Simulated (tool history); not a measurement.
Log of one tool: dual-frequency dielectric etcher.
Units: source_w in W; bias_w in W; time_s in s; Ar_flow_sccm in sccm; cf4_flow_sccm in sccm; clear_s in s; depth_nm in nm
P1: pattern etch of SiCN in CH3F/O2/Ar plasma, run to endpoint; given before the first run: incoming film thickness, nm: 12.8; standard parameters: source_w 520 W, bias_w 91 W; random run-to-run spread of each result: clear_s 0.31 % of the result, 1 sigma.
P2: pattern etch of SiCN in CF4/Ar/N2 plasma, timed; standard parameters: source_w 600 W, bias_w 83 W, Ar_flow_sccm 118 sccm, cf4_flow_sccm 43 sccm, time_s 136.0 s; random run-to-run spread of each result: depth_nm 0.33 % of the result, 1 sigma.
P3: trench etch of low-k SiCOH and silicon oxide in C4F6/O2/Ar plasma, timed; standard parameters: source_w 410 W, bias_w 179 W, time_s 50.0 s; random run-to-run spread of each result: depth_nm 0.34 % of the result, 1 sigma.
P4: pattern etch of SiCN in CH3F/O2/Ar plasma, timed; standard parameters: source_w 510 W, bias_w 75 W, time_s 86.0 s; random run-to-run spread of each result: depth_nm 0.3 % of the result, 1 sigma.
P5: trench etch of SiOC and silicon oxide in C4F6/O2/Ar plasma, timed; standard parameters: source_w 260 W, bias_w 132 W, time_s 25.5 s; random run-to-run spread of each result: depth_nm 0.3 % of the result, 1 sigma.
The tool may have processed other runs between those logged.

| run | hour | process | source_w | bias_w | time_s | Ar_flow_sccm | cf4_flow_sccm | clear_s | depth_nm |
|---|---|---|---|---|---|---|---|---|---|
| 1 | 10.1 | P1 | 520 | 91 |  |  |  | 27.764 |  |
| 2 | 20.2 | P5 | 260 | 132 | 25.5 |  |  |  | 38.716 |
| 3 | 31.7 | P5 | 160 | 132 | 25.5 |  |  |  | 32.308 |
| 4 | 48.0 | P4 | 510 | 75 | 47.5 |  |  |  | 20.376 |
| 5 | 63.1 | P2 | 600 | 62 | 136.0 | 118 | 43 |  | 125.900 |
| 6 | 76.6 | P4 | 620 | 75 | 86.0 |  |  |  | 39.502 |
| 7 | 84.8 | P1 | 710 | 115 |  |  |  | 22.712 |  |
| 8 | 92.2 | P2 | 600 | 83 | 172.0 | 118 | 43 |  | 177.180 |
| 9 | 100.6 | P3 | 410 | 179 | 39.0 |  |  |  | 124.440 |
| 10 | 109.3 | P5 | 260 | 132 | 25.5 |  |  |  | 38.797 |
| 11 | 125.6 | P5 | 260 | 132 | 32.5 |  |  |  | 49.823 |
| 12 | 140.1 | P3 | 410 | 179 | 50.0 |  |  |  | 159.410 |
| 13 | 154.7 | P5 | 260 | 167 | 25.5 |  |  |  | 41.787 |
| 14 | 169.2 | P2 | 600 | 83 | 136.0 | 75 | 43 |  | 151.400 |
| 15 | 179.4 | P2 | 600 | 83 | 136.0 | 118 | 43 |  | 140.670 |
| 16 | 189.1 | P3 | 270 | 179 | 50.0 |  |  |  | 134.280 |
|  | 195.0 | wet clean of the chamber |
| 17 | 202.1 | P4 | 510 | 75 | 86.0 |  |  |  | 36.963 |
| 18 | 217.4 | P1 | 520 | 91 |  |  |  | 27.759 |  |
| 19 | 232.4 | P1 | 520 | 91 |  |  |  | 27.826 |  |
| 20 | 247.6 | P4 | 510 | 75 | 86.0 |  |  |  | 36.959 |
| 21 | 256.1 | P1 | 410 | 91 |  |  |  | 30.291 |  |

Expected results for the next run?
| 22 | 266.6 | P1 | 710 | 91 |  |  |  | ? |  |

Run 22 gave clear_s 24.754 s.
